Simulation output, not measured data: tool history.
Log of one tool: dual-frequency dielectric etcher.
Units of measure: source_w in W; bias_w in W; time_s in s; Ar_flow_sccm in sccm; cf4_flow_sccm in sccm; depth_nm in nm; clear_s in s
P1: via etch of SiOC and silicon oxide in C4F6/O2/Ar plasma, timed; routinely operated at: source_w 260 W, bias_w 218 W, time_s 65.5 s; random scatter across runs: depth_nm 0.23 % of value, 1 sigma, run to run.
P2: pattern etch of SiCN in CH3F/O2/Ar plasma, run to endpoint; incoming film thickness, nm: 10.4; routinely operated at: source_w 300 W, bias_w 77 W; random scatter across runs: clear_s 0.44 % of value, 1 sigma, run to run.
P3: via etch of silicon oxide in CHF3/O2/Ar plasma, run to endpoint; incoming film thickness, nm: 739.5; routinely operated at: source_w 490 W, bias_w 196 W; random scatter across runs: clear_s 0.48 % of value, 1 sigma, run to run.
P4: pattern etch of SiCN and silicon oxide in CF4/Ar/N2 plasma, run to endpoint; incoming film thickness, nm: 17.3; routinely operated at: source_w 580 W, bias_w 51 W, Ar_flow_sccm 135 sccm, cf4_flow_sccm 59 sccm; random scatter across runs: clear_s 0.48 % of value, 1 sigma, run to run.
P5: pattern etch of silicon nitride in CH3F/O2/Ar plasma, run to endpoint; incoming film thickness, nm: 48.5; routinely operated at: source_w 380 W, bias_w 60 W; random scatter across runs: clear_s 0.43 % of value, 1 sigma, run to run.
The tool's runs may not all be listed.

run,hour,process,source_w,bias_w,time_s,Ar_flow_sccm,cf4_flow_sccm,hours since the last wet clean,hours since the last source power generator calibration,hours since the last bias power generator calibration,depth_nm,clear_s
1,16.6,P1,260,218,65.5,,,274.0,1076.8,1983.2,65.948,
2,24.6,P1,260,218,65.5,,,282.0,1084.8,1991.2,65.768,
3,34.6,P3,380,196,,,,292.0,1094.8,2001.2,,427.190
4,42.0,P2,300,57,,,,299.4,1102.2,2008.6,,34.048
5,49.9,P4,580,51,,135,41,307.3,1110.1,2016.5,,21.272
# hour 50.5: wet clean of the chamber
6,58.6,P1,260,218,65.5,,,8.2,1118.8,2025.2,65.809,
7,67.4,P1,210,218,65.5,,,17.0,1127.6,2034.0,60.922,
8,82.9,P1,310,218,65.5,,,32.5,1143.1,2049.5,70.213,
9,96.2,P1,260,298,65.5,,,45.8,1156.4,2062.8,73.502,
10,112.2,P3,490,196,,,,61.8,1172.4,2078.8,,383.600
11,124.0,P1,260,218,86.5,,,73.6,1184.2,2090.6,86.809,
12,134.5,P1,260,218,44.5,,,84.1,1194.7,2101.1,44.804,
13,147.1,P1,260,218,65.5,,,96.7,1207.3,2113.7,65.468,
14,157.8,P1,260,218,65.5,,,107.4,1218.0,2124.4,65.662,
15,173.0,P4,580,51,,135,59,122.6,1233.2,2139.6,,19.895
16,183.1,P1,350,170,65.5,,,132.7,1243.3,2149.7,67.742,
17,190.6,P5,380,60,,,,140.2,1250.8,2157.2,,71.672
18,205.2,P4,770,51,,135,59,154.8,1265.4,2171.8,,15.389
19,218.1,P1,260,218,65.5,,,167.7,1278.3,2184.7,65.453,
20,233.5,P4,580,63,,135,59,183.1,1293.7,2200.1,,18.564
21,248.3,P1,300,218,39.0,,,197.9,1308.5,2214.9,41.264,
22,263.0,P5,240,60,,,,212.6,1323.2,2229.6,,85.423
23,276.5,P1,260,141,65.5,,,226.1,1336.7,2243.1,57.015,
24,291.5,P2,200,77,,,,241.1,1351.7,2258.1,,35.270
25,304.9,P4,580,51,,135,59,254.5,1365.1,2271.5,,19.668
26,313.0,P1,160,218,43.5,,,262.6,1373.2,2279.6,36.292,
27,321.7,P4,580,51,,177,59,271.3,1381.9,2288.3,,20.826
28,330.1,P5,380,60,,,,279.7,1390.3,2296.7,,71.700
29,345.1,P5,380,79,,,,294.7,1405.3,2311.7,,65.813
30,358.0,P2,300,77,,,,307.6,1418.2,2324.6,,30.681
31,368.1,P3,490,114,,,,317.7,1428.3,2334.7,,460.400
32,379.2,P1,260,218,65.5,,,328.8,1439.4,2345.8,65.593,
33,395.6,P1,260,218,65.5,,,345.2,1455.8,2362.2,65.326,
34,410.1,P1,260,218,65.5,,,359.7,1470.3,2376.7,64.986,
35,422.2,P1,260,218,65.5,,,371.8,1482.4,2388.8,65.052,
36,436.7,P1,260,218,65.5,,,386.3,1496.9,2403.3,64.909,
# hour 443.3: wet clean of the chamber
37,449.1,P1,260,218,65.5,,,5.9,1509.3,2415.7,64.652,
38,460.3,P1,260,218,65.5,,,17.1,1520.5,2426.9,64.799,
39,475.1,P1,260,218,65.5,,,31.9,1535.3,2441.7,64.613,
40,490.0,P1,260,218,65.5,,,46.8,1550.2,2456.6,64.796,
41,498.2,P1,260,218,65.5,,,55.0,1558.4,2464.8,64.701,
42,515.1,P1,260,218,65.5,,,71.9,1575.3,2481.7,64.705,
43,528.5,P1,260,218,65.5,,,85.3,1588.7,2495.1,64.526,

Compared with where it was, what P1 gives has crept away. Each cause listed below fits the log as well as the rest, at the size given for it:
A: source power that arrives under what is set, % = 4.1
B: bias power that arrives under what is set, % = 4.53
Creep in the process output first set in at about hour 379.2.
What rules out each remaining cause:
chamber walls in a state that lowers the etch rate, %: serviced after onset, at hour 443.3, with no recovery of the prior output

The 4 check runs listed below each average the results of 3 wafers, and their outcomes are marked with question marks. Under which run would the listed causes produce clearly different results?
check 1,541.9,P2,300,77,,,,,,,,?
check 2,541.9,P3,490,196,,,,,,,,?
check 3,541.9,P5,380,60,,,,,,,,?
check 4,541.9,P4,580,51,,135,59,,,,,?

What each check would give under each cause:
check,result,if A,if B
check 1,clear_s,30.924,30.964
check 2,clear_s,391.150,391.200
check 3,clear_s,73.133,73.070
check 4,clear_s,20.482,20.041
Per-check spread between the two closest causes, in the result where they differ most: check 1 0.13 %; check 2 0.01 %; check 3 0.09 %; check 4 2.17 %
Check 4 distinguishes between the causes, while the remaining checks would return nearly the same result for all of them.

Check 4 was carried out, with these results: clear_s 20.513 s. Which of the listed causes is responsible?

A is the cause: source power that arrives under what is set, %.
